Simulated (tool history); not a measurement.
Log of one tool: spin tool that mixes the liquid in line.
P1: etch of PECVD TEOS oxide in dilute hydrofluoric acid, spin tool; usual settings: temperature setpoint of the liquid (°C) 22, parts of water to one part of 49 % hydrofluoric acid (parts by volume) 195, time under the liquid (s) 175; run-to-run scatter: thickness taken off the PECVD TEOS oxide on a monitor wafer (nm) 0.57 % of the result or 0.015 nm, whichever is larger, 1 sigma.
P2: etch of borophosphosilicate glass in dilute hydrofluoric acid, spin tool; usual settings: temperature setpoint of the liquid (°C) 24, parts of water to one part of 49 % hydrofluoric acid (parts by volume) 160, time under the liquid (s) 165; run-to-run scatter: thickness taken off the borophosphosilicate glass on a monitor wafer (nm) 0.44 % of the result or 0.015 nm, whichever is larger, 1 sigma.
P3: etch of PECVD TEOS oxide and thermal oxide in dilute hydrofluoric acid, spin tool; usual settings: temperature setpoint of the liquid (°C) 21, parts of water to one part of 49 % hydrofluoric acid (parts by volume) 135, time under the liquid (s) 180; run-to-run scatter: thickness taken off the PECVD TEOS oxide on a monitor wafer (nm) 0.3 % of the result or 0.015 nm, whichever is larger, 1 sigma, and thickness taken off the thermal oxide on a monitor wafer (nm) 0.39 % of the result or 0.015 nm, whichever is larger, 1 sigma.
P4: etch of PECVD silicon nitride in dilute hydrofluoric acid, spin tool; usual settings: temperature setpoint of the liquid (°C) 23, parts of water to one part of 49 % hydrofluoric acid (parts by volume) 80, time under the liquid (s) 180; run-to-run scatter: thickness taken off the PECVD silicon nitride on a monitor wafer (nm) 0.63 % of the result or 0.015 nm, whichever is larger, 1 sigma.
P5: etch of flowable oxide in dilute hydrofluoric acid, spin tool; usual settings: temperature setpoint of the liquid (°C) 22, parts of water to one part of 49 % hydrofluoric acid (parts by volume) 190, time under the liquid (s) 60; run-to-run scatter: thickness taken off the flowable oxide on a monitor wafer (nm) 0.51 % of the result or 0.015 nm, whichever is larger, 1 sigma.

| run | day | process that ran | temperature setpoint of the liquid (°C) | parts of water to one part of 49 % hydrofluoric acid (parts by volume) | time under the liquid (s) | hours since the thermometer was replaced | hours since the hydrofluoric acid flow meter was replaced | thickness taken off the PECVD TEOS oxide on a monitor wafer (nm) | thickness taken off the PECVD silicon nitride on a monitor wafer (nm) | thickness taken off the borophosphosilicate glass on a monitor wafer (nm) | thickness taken off the thermal oxide on a monitor wafer (nm) | thickness taken off the flowable oxide on a monitor wafer (nm) |
|---|---|---|---|---|---|---|---|---|---|---|---|---|
| 1 | 0.229 | P1 | 22 | 195 | 175 | 636.7 | 942.4 | 6.3405 |  |  |  |  |
| 2 | 0.404 | P1 | 22 | 110 | 175 | 640.9 | 946.6 | 12.28 |  |  |  |  |
| 3 | 0.625 | P1 | 22 | 195 | 175 | 646.2 | 951.9 | 6.2252 |  |  |  |  |
| 4 | 0.8 | P4 | 23 | 20 | 180 | 650.4 | 956.1 |  | 15.915 |  |  |  |
| 5 | 0.983 | P2 | 24 | 245 | 165 | 654.8 | 960.5 |  |  | 30.955 |  |  |
| 6 | 1.133 | P3 | 21 | 135 | 85 | 658.4 | 964.1 | 11.204 |  |  | 2.6864 |  |
| 7 | 1.329 | P4 | 23 | 80 | 345 | 663.1 | 968.8 |  | 7.799 |  |  |  |
| 8 | 1.571 | P1 | 22 | 330 | 175 | 668.9 | 974.6 | 3.2564 |  |  |  |  |
| 9 | 1.804 | P1 | 29 | 195 | 175 | 674.5 | 980.2 | 8.1294 |  |  |  |  |
| 10 | 1.954 | P4 | 23 | 80 | 180 | 678.1 | 983.8 |  | 4.117 |  |  |  |
| 11 | 2.188 | P1 | 22 | 105 | 290 | 683.7 | 989.4 | 21.398 |  |  |  |  |
| 12 | 2.304 | P3 | 21 | 45 | 180 | 686.5 | 992.2 | 78.84 |  |  | 18.864 |  |
| 13 | 2.5 | P5 | 22 | 190 | 115 | 691.2 | 996.9 |  |  |  |  | 21.729 |
| 14 | 2.642 | P3 | 28.5 | 135 | 180 | 694.6 | 1000.3 | 31.712 |  |  | 7.6445 |  |
| 15 | 2.85 | P5 | 22 | 190 | 60 | 699.6 | 1005.3 |  |  |  |  | 11.244 |
| 16 | 3.05 | P2 | 28.5 | 160 | 165 | 704.4 | 1010.1 |  |  | 61.393 |  |  |
| 17 | 3.238 | P3 | 21 | 135 | 180 | 708.9 | 1014.6 | 23.773 |  |  | 5.7348 |  |
| 18 | 3.392 | P2 | 24 | 160 | 95 | 712.6 | 1018.3 |  |  | 29.768 |  |  |
| 19 | 3.575 | P1 | 22 | 195 | 175 | 717 | 1022.7 | 6.2829 |  |  |  |  |
| 20 | 3.717 | P1 | 22 | 195 | 175 | 720.4 | 1026.1 | 6.3124 |  |  |  |  |
| 21 | 3.829 | P2 | 24 | 160 | 165 | 723.1 | 1028.8 |  |  | 51.988 |  |  |
| 22 | 3.942 | P1 | 22 | 195 | 175 | 725.8 | 1031.5 | 6.3414 |  |  |  |  |
| 23 | 4.062 | P1 | 22 | 195 | 15 | 728.7 | 1034.4 | 0.53807 |  |  |  |  |
| 24 | 4.233 | P1 | 17 | 305 | 175 | 732.8 | 1038.5 | 2.9874 |  |  |  |  |
| 25 | 4.467 | P1 | 17 | 195 | 175 | 738.4 | 1044.1 | 5.1701 |  |  |  |  |
| 26 | 4.658 | P4 | 18.5 | 80 | 180 | 743 | 1048.7 |  | 3.048 |  |  |  |
| 27 | 4.812 | P1 | 22 | 195 | 345 | 746.7 | 1052.4 | 12.496 |  |  |  |  |
| 28 | 4.975 | P1 | 18.5 | 85 | 175 | 750.6 | 1056.3 | 13.988 |  |  |  |  |
| 29 | 5.158 | P5 | 22 | 270 | 60 | 755 | 1060.7 |  |  |  |  | 7.3876 |
| 30 | 5.338 | P4 | 23 | 80 | 180 | 759.3 | 1065 |  | 4.107 |  |  |  |
| 31 | 5.517 | P5 | 22 | 190 | 60 | 763.6 | 1069.3 |  |  |  |  | 11.204 |
| 32 | 5.704 | P5 | 17 | 190 | 60 | 768.1 | 1073.8 |  |  |  |  | 9.2842 |
| 33 | 5.917 | P1 | 22 | 195 | 175 | 773.2 | 1078.9 | 6.2923 |  |  |  |  |
| 34 | 6.104 | P1 | 22 | 195 | 175 | 777.7 | 1083.4 | 6.4315 |  |  |  |  |
| 35 | 6.267 | P1 | 22 | 195 | 175 | 781.6 | 1087.3 | 6.5619 |  |  |  |  |
| 36 | 6.462 | P1 | 22 | 195 | 175 | 786.3 | 1092 | 6.5385 |  |  |  |  |
| 37 | 6.646 | P1 | 22 | 195 | 175 | 790.7 | 1096.4 | 6.6576 |  |  |  |  |
| 38 | 6.792 | P1 | 22 | 195 | 175 | 794.2 | 1099.9 | 6.6419 |  |  |  |  |
| 39 | 6.988 | P1 | 22 | 195 | 175 | 798.9 | 1104.6 | 6.63 |  |  |  |  |

What P1 gives has crept away from where it was. These 2 causes fit the log equally well, each at the size given:
A: hydrofluoric acid flow above the setpoint (%) = 4.53
B: liquid hotter than its thermometer reads (K) = 1.41
The creep began at about day 5.917.

4 check runs are offered, each on 2 wafers whose results are averaged, their results left as question marks. Which one tells the causes apart?
| check 1 | 7.183 | P5 | 22 | 190 | 60 |  |  |  |  |  |  | ? |
| check 2 | 7.183 | P2 | 24 | 160 | 165 |  |  |  |  | ? |  |  |
| check 3 | 7.183 | P3 | 21 | 135 | 180 |  |  | ? |  |  | ? |  |
| check 4 | 7.183 | P4 | 23 | 80 | 180 |  |  |  | ? |  |  |  |

What each check would give under each cause:
| check | result | if A | if B |
|---|---|---|---|
| check 1 | thickness taken off the flowable oxide on a monitor wafer (nm) | 11.934 | 11.937 |
| check 2 | thickness taken off the borophosphosilicate glass on a monitor wafer (nm) | 54.746 | 54.801 |
| check 3 | thickness taken off the PECVD TEOS oxide on a monitor wafer (nm) | 24.946 | 25.072 |
| check 3 | thickness taken off the thermal oxide on a monitor wafer (nm) | 6.0212 | 6.0515 |
| check 4 | thickness taken off the PECVD silicon nitride on a monitor wafer (nm) | 4.292 | 4.5139 |
How far apart the two closest causes lie, in the result that separates them most: check 1 0.03 %; check 2 0.1 %; check 3 0.5 %; check 4 5.04 %
Check 4 tells the causes apart: in the others they would give nearly the same result.

Then check 4 was run and gave: thickness taken off the PECVD silicon nitride on a monitor wafer (nm) 4.2535. Which cause is it?

It is A: hydrofluoric acid flow above the setpoint (%).

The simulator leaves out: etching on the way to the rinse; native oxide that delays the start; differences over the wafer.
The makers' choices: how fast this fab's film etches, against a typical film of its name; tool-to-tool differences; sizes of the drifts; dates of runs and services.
